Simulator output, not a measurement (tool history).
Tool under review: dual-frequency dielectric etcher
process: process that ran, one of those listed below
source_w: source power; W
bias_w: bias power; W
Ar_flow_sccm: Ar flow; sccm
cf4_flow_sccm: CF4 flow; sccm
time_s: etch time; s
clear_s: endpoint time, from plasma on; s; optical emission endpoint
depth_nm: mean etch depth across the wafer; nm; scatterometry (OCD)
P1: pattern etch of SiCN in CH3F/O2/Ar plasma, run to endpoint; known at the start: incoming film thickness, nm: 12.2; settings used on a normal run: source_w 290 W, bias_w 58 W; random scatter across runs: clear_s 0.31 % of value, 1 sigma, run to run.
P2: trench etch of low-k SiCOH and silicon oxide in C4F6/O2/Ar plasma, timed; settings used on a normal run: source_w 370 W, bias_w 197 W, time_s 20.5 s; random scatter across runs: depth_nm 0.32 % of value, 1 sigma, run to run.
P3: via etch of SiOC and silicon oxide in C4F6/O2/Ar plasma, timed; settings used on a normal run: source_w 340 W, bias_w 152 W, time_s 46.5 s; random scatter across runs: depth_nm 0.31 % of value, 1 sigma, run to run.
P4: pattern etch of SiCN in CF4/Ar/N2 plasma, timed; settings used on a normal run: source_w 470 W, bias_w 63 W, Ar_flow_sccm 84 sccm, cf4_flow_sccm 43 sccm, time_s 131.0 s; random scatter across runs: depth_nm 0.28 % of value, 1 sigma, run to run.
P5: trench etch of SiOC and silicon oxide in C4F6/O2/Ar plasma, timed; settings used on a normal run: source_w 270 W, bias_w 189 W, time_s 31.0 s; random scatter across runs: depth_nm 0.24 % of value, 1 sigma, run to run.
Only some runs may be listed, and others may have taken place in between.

run 1 hour=3.9 | process=P1 source_w=290 bias_w=58 | clear_s=40.527
run 2 hour=11.1 | process=P1 source_w=290 bias_w=58 | clear_s=40.633
run 3 hour=19.0 | process=P1 source_w=290 bias_w=72 | clear_s=37.536
run 4 hour=26.8 | process=P4 source_w=470 bias_w=63 Ar_flow_sccm=58 cf4_flow_sccm=43 time_s=131.0 | depth_nm=115.760
run 5 hour=31.1 | process=P5 source_w=270 bias_w=189 time_s=31.0 | depth_nm=52.954
run 6 hour=39.6 | process=P4 source_w=470 bias_w=44 Ar_flow_sccm=84 cf4_flow_sccm=43 time_s=131.0 | depth_nm=96.530
-- hour=41.9 bias power generator calibrated
run 7 hour=46.4 | process=P2 source_w=470 bias_w=197 time_s=20.5 | depth_nm=69.194
run 8 hour=53.0 | process=P1 source_w=190 bias_w=73 | clear_s=43.782
run 9 hour=59.7 | process=P5 source_w=270 bias_w=115 time_s=31.0 | depth_nm=45.368
run 10 hour=64.8 | process=P1 source_w=290 bias_w=58 | clear_s=40.694
run 11 hour=71.7 | process=P3 source_w=470 bias_w=152 time_s=46.5 | depth_nm=53.332
run 12 hour=79.7 | process=P3 source_w=340 bias_w=152 time_s=30.0 | depth_nm=30.322
run 13 hour=84.7 | process=P4 source_w=470 bias_w=63 Ar_flow_sccm=84 cf4_flow_sccm=43 time_s=191.0 | depth_nm=159.020
run 14 hour=88.8 | process=P5 source_w=380 bias_w=189 time_s=31.0 | depth_nm=60.462
run 15 hour=95.5 | process=P4 source_w=470 bias_w=63 Ar_flow_sccm=84 cf4_flow_sccm=43 time_s=131.0 | depth_nm=108.660
run 16 hour=99.3 | process=P1 source_w=200 bias_w=58 | clear_s=46.556
run 17 hour=103.8 | process=P4 source_w=630 bias_w=63 Ar_flow_sccm=84 cf4_flow_sccm=43 time_s=131.0 | depth_nm=140.410
run 18 hour=110.7 | process=P1 source_w=290 bias_w=58 | clear_s=40.706
run 19 hour=119.1 | process=P1 source_w=290 bias_w=58 | clear_s=40.403
run 20 hour=126.0 | process=P1 source_w=340 bias_w=58 | clear_s=38.365
run 21 hour=134.3 | process=P5 source_w=270 bias_w=189 time_s=31.0 | depth_nm=53.087
run 22 hour=139.3 | process=P5 source_w=270 bias_w=189 time_s=17.0 | depth_nm=29.030
run 23 hour=144.9 | process=P1 source_w=290 bias_w=39 | clear_s=46.026
run 24 hour=151.0 | process=P3 source_w=340 bias_w=195 time_s=46.5 | depth_nm=50.881
run 25 hour=155.5 | process=P1 source_w=290 bias_w=58 | clear_s=40.573
run 26 hour=160.7 | process=P1 source_w=210 bias_w=76 | clear_s=41.751
run 27 hour=168.0 | process=P1 source_w=290 bias_w=58 | clear_s=40.652
run 28 hour=172.8 | process=P2 source_w=370 bias_w=197 time_s=14.5 | depth_nm=44.229
run 29 hour=178.8 | process=P4 source_w=470 bias_w=63 Ar_flow_sccm=84 cf4_flow_sccm=29 time_s=131.0 | depth_nm=101.900
run 30 hour=187.7 | process=P2 source_w=370 bias_w=127 time_s=20.5 | depth_nm=54.771
run 31 hour=192.5 | process=P2 source_w=370 bias_w=197 time_s=20.5 | depth_nm=62.386
run 32 hour=196.4 | process=P3 source_w=340 bias_w=152 time_s=46.5 | depth_nm=46.981
run 33 hour=204.7 | process=P1 source_w=290 bias_w=58 | clear_s=40.701
run 34 hour=208.9 | process=P1 source_w=290 bias_w=58 | clear_s=40.682
run 35 hour=215.0 | process=P1 source_w=290 bias_w=58 | clear_s=40.832

The next listed run, before its measurement:
run 36 hour=220.9 | process=P1 source_w=290 bias_w=58 | clear_s=?

clear_s: 41.056 s

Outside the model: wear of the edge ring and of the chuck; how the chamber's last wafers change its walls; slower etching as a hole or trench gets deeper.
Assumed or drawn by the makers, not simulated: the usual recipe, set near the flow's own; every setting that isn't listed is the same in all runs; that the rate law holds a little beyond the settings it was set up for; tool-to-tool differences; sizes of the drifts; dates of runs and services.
